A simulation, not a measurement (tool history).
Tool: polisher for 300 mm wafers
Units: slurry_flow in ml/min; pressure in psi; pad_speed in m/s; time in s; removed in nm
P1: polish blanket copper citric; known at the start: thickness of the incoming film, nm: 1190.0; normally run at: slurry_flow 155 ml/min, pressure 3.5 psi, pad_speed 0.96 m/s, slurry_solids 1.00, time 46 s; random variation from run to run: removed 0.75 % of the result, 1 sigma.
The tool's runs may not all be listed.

run,hour,slurry_flow,pressure,pad_speed,slurry_solids,time,wafers polished on this pad,hours since the slurry nozzle was cleaned,hours since the head pressure was calibrated,hours since the slurry blender was calibrated,removed
1,12.0,155,3.5,0.96,1.00,46,564,172.6,682.4,84.0,115.390
2,22.8,95,3.5,0.96,0.60,46,664,183.4,693.2,94.8,93.530
3,31.2,155,3.5,0.44,1.00,46,742,191.8,701.6,103.2,55.192
4,38.0,155,2.6,0.96,1.25,46,805,198.6,708.4,110.0,90.809
5,46.7,155,3.5,0.96,1.00,34,886,207.3,717.1,118.7,85.951
6,56.5,95,3.5,0.96,1.00,46,977,217.1,726.9,128.5,105.250
7,70.4,155,3.5,0.96,1.00,46,1106,231.0,740.8,142.4,117.250
8,82.8,155,3.5,0.96,0.70,46,1221,243.4,753.2,154.8,107.680
# hour 89.7: head pressure recalibrated
9,95.8,155,3.5,0.96,1.00,46,1342,256.4,6.1,167.8,115.620
10,103.0,155,2.4,0.96,1.00,46,1409,263.6,13.3,175.0,80.084
11,115.2,155,5.3,0.96,1.00,46,1522,275.8,25.5,187.2,175.050
12,124.2,155,3.5,1.22,1.00,46,1606,284.8,34.5,196.2,147.980
13,136.5,240,3.5,0.96,1.00,46,1720,297.1,46.8,208.5,124.350
14,145.6,155,3.5,0.96,1.00,46,1805,306.2,55.9,217.6,117.090

Forecast run 15:
15,159.8,155,3.5,0.96,1.00,72,1936,320.4,70.1,231.8,?

Run 15 gave removed 182.220 nm.

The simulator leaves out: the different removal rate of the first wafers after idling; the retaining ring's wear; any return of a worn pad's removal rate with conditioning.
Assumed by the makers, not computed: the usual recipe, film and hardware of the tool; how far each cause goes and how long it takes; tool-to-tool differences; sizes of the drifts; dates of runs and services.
